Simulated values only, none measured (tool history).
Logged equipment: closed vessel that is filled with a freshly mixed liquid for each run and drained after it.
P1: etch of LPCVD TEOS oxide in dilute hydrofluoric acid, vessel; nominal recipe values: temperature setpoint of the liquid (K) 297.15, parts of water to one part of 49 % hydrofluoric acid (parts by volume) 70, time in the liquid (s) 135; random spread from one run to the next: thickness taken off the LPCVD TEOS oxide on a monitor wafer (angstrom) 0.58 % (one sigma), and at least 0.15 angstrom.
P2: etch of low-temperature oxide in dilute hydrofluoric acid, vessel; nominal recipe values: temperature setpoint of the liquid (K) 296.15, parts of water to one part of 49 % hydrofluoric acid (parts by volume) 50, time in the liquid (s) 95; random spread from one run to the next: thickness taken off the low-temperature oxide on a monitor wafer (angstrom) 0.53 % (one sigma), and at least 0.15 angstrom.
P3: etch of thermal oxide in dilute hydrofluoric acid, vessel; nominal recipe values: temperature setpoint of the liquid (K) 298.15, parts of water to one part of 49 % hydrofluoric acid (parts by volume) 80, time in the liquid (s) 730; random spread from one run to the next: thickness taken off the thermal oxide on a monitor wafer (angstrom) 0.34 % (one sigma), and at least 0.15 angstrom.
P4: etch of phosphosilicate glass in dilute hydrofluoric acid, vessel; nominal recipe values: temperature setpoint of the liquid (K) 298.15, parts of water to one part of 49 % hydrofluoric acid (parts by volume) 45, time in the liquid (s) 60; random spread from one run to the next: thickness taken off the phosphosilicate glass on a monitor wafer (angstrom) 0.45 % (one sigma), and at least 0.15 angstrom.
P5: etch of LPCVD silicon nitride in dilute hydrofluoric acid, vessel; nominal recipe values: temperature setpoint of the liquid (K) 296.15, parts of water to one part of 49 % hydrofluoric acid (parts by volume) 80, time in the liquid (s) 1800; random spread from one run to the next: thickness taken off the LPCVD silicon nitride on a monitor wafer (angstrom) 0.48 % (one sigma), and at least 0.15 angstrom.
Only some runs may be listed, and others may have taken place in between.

| run | hour | process that ran | temperature setpoint of the liquid (K) | parts of water to one part of 49 % hydrofluoric acid (parts by volume) | time in the liquid (s) | hours since the thermometer was replaced | hours since the hydrofluoric acid flow meter was replaced | thickness taken off the LPCVD TEOS oxide on a monitor wafer (angstrom) | thickness taken off the phosphosilicate glass on a monitor wafer (angstrom) | thickness taken off the LPCVD silicon nitride on a monitor wafer (angstrom) | thickness taken off the thermal oxide on a monitor wafer (angstrom) | thickness taken off the low-temperature oxide on a monitor wafer (angstrom) |
|---|---|---|---|---|---|---|---|---|---|---|---|---|
| 1 | 10.9 | P1 | 297.15 | 70 | 135 | 351.1 | 939.3 | 413.38 |  |  |  |  |
| 2 | 20.1 | P4 | 302.15 | 45 | 60 | 360.3 | 948.5 |  | 2416.3 |  |  |  |
| 3 | 30.4 | P1 | 297.15 | 125 | 260 | 370.6 | 958.8 | 423.24 |  |  |  |  |
| 4 | 36.7 | P5 | 296.15 | 80 | 795 | 376.9 | 965.1 |  |  | 40.335 |  |  |
| 5 | 48.6 | P1 | 297.15 | 70 | 230 | 388.8 | 977 | 705.66 |  |  |  |  |
| 6 | 59.2 | P1 | 297.15 | 70 | 135 | 399.4 | 987.6 | 414.84 |  |  |  |  |
| 7 | 68.7 | P4 | 298.15 | 45 | 60 | 408.9 | 997.1 |  | 2101.8 |  |  |  |
| 8 | 77.3 | P1 | 297.15 | 20 | 135 | 417.5 | 1005.7 | 1552.1 |  |  |  |  |
| 9 | 84.9 | P1 | 297.15 | 70 | 135 | 425.1 | 1013.3 | 416.61 |  |  |  |  |
| 10 | 91.5 | P1 | 297.15 | 70 | 135 | 431.7 | 1019.9 | 417.17 |  |  |  |  |
| 11 | 103.7 | P3 | 298.15 | 80 | 1195 | 443.9 | 1032.1 |  |  |  | 724.46 |  |
| 12 | 109.1 | P2 | 301.65 | 50 | 95 | 449.3 | 1037.5 |  |  |  |  | 410.35 |
| 13 | 115.3 | P3 | 298.15 | 20 | 730 | 455.5 | 1043.7 |  |  |  | 1923.1 |  |
| 14 | 122.3 | P1 | 292.65 | 70 | 135 | 462.5 | 1050.7 | 342.47 |  |  |  |  |
| 15 | 131.7 | P4 | 298.15 | 45 | 60 | 471.9 | 1060.1 |  | 2086.1 |  |  |  |
| 16 | 140.1 | P5 | 296.15 | 80 | 1800 | 480.3 | 1068.5 |  |  | 91.821 |  |  |
| 17 | 150 | P1 | 292.65 | 45 | 135 | 490.2 | 1078.4 | 554.41 |  |  |  |  |
| 18 | 158.7 | P2 | 296.15 | 80 | 95 | 498.9 | 1087.1 |  |  |  |  | 198.96 |
| 19 | 169.6 | P1 | 297.15 | 70 | 50 | 509.8 | 1098 | 152.37 |  |  |  |  |
| 20 | 177.5 | P1 | 301.65 | 70 | 135 | 517.7 | 1105.9 | 498.23 |  |  |  |  |
| 21 | 189.5 | P3 | 302.65 | 80 | 730 | 529.7 | 1117.9 |  |  |  | 527.12 |  |
| 22 | 200.3 | P5 | 300.65 | 80 | 1800 | 540.5 | 1128.7 |  |  | 123.16 |  |  |
| 23 | 207.2 | P2 | 296.15 | 50 | 95 | 547.4 | 1135.6 |  |  |  |  | 330.16 |
| 24 | 213.2 | P1 | 297.15 | 100 | 135 | 553.4 | 1141.6 | 277.13 |  |  |  |  |
| 25 | 224.8 | P5 | 296.15 | 130 | 1800 | 565 | 1153.2 |  |  | 56.638 |  |  |
| 26 | 232.5 | P3 | 298.15 | 80 | 730 | 572.7 | 1160.9 |  |  |  | 443.4 |  |
| 27 | 238.5 | P4 | 298.15 | 60 | 60 | 578.7 | 1166.9 |  | 1514.9 |  |  |  |
| 28 | 248.2 | P1 | 297.15 | 70 | 135 | 588.4 | 1176.6 | 415.3 |  |  |  |  |
| 29 | 260.6 | P4 | 298.15 | 45 | 105 | 600.8 | 1189 |  | 3641.7 |  |  |  |
| 30 | 268.8 | P1 | 302.15 | 70 | 210 | 609 | 1197.2 | 790.16 |  |  |  |  |
| 31 | 276.6 | P2 | 296.15 | 50 | 140 | 616.8 | 1205 |  |  |  |  | 484.63 |
| 32 | 286.7 | P1 | 297.15 | 70 | 135 | 626.9 | 1215.1 | 415.59 |  |  |  |  |
| 33 | 294.8 | P1 | 297.15 | 70 | 135 | 635 | 1223.2 | 427.17 |  |  |  |  |
| 34 | 303.5 | P1 | 297.15 | 70 | 135 | 643.7 | 1231.9 | 440.2 |  |  |  |  |
| 35 | 315.2 | P1 | 297.15 | 70 | 135 | 655.4 | 1243.6 | 445.47 |  |  |  |  |
| 36 | 323.7 | P1 | 297.15 | 70 | 135 | 663.9 | 1252.1 | 446.16 |  |  |  |  |
| 37 | 333.7 | P1 | 297.15 | 70 | 135 | 673.9 | 1262.1 | 448.58 |  |  |  |  |
| 38 | 339.5 | P1 | 297.15 | 70 | 135 | 679.7 | 1267.9 | 445.75 |  |  |  |  |
| 39 | 348.7 | P1 | 297.15 | 70 | 135 | 688.9 | 1277.1 | 448.31 |  |  |  |  |
| 40 | 358.3 | P1 | 297.15 | 70 | 135 | 698.5 | 1286.7 | 453.19 |  |  |  |  |
| 41 | 364.9 | P1 | 297.15 | 70 | 135 | 705.1 | 1293.3 | 453 |  |  |  |  |
| 42 | 371.8 | P1 | 297.15 | 70 | 135 | 712 | 1300.2 | 454.28 |  |  |  |  |

Compared with where it was, what P1 gives has crept away. Each cause listed below fits the log as well as the rest, at the size given for it:
A: liquid hotter than its thermometer reads (K) = 2.29
B: hydrofluoric acid flow above the setpoint (%) = 8.79
Onset of the creep was near hour 286.7.

Below are 4 check runs, each on a single wafer, with their results shown as question marks. Which of them would tell the listed causes apart, meaning the causes would give clearly different results under it?
| check 1 | 378.7 | P4 | 298.15 | 45 | 60 |  |  |  | ? |  |  |  |
| check 2 | 378.7 | P5 | 296.15 | 80 | 1800 |  |  |  |  | ? |  |  |
| check 3 | 378.7 | P2 | 296.15 | 50 | 95 |  |  |  |  |  |  | ? |
| check 4 | 378.7 | P3 | 298.15 | 80 | 730 |  |  |  |  |  | ? |  |

Check results expected under each cause:
| check | result | if A | if B |
|---|---|---|---|
| check 1 | thickness taken off the phosphosilicate glass on a monitor wafer (angstrom) | 2286.7 | 2278.2 |
| check 2 | thickness taken off the LPCVD silicon nitride on a monitor wafer (angstrom) | 106.85 | 99.685 |
| check 3 | thickness taken off the low-temperature oxide on a monitor wafer (angstrom) | 362.24 | 360.56 |
| check 4 | thickness taken off the thermal oxide on a monitor wafer (angstrom) | 484.89 | 485.98 |
Minimum pairwise separation of causes per check, each pair taken at its best-separating result: check 1 0.37 %; check 2 6.94 %; check 3 0.46 %; check 4 0.22 %
The causes can be told apart only by check 2. The other checks would give nearly the same results under each of them.

The results of check 2 are: thickness taken off the LPCVD silicon nitride on a monitor wafer (angstrom) 107.58. Based on these, which of the listed causes is it?

The cause is A: liquid hotter than its thermometer reads (K).

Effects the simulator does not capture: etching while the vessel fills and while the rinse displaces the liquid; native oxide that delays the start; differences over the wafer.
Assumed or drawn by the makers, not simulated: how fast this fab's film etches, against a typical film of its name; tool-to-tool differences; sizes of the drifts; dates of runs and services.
